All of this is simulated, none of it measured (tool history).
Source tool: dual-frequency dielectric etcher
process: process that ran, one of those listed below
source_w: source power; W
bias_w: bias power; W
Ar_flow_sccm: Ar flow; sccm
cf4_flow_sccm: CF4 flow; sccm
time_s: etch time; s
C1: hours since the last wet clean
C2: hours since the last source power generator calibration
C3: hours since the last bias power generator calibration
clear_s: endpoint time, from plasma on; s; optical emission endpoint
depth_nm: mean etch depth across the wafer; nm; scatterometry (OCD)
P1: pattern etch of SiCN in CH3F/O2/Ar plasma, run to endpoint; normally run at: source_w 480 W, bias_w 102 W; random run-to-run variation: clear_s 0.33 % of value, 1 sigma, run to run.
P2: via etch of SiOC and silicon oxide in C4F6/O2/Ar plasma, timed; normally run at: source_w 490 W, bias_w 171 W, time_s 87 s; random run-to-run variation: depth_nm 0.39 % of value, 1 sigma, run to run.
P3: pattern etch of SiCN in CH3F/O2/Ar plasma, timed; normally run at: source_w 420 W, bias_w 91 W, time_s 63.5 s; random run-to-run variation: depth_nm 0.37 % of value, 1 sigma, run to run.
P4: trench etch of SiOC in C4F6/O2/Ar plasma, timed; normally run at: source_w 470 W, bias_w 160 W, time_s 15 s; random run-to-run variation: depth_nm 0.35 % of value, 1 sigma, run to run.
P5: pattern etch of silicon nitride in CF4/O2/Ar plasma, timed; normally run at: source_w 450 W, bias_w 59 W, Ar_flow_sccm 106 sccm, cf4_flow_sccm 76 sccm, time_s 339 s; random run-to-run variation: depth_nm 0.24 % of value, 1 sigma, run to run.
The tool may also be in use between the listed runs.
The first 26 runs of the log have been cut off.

{"run": 27, "day": 11.204, "process": "P3", "source_w": 280, "bias_w": 91, "time_s": 63.5, "C1": 454.3, "C2": 888.8, "C3": 76.9, "depth_nm": 22.115}
{"run": 28, "day": 11.5, "process": "P4", "source_w": 470, "bias_w": 160, "time_s": 15, "C1": 461.4, "C2": 895.9, "C3": 84, "depth_nm": 31.582}
{"run": 29, "day": 11.988, "process": "P5", "source_w": 450, "bias_w": 59, "Ar_flow_sccm": 106, "cf4_flow_sccm": 52, "time_s": 339, "C1": 473.1, "C2": 907.6, "C3": 95.7, "depth_nm": 569.65}
{"run": 30, "day": 12.458, "process": "P1", "source_w": 480, "bias_w": 102, "C1": 484.4, "C2": 918.9, "C3": 107, "clear_s": 19.965}
{"run": 31, "day": 12.883, "process": "P1", "source_w": 480, "bias_w": 102, "C1": 494.6, "C2": 929.1, "C3": 117.2, "clear_s": 20.126}
{"run": 32, "day": 13.3, "process": "P1", "source_w": 480, "bias_w": 102, "C1": 504.6, "C2": 939.1, "C3": 127.2, "clear_s": 20.161}
{"run": 33, "day": 13.671, "process": "P1", "source_w": 480, "bias_w": 102, "C1": 513.5, "C2": 948, "C3": 136.1, "clear_s": 20.273}
{"run": 34, "day": 14.038, "process": "P1", "source_w": 480, "bias_w": 102, "C1": 522.3, "C2": 956.8, "C3": 144.9, "clear_s": 20.194}

Run 35 comes next. What will it give?
{"run": 35, "day": 14.312, "process": "P1", "source_w": 480, "bias_w": 102, "C1": 528.9, "C2": 963.4, "C3": 151.5, "clear_s": "?"}

For run 35 the tool returned clear_s 20.301 s.
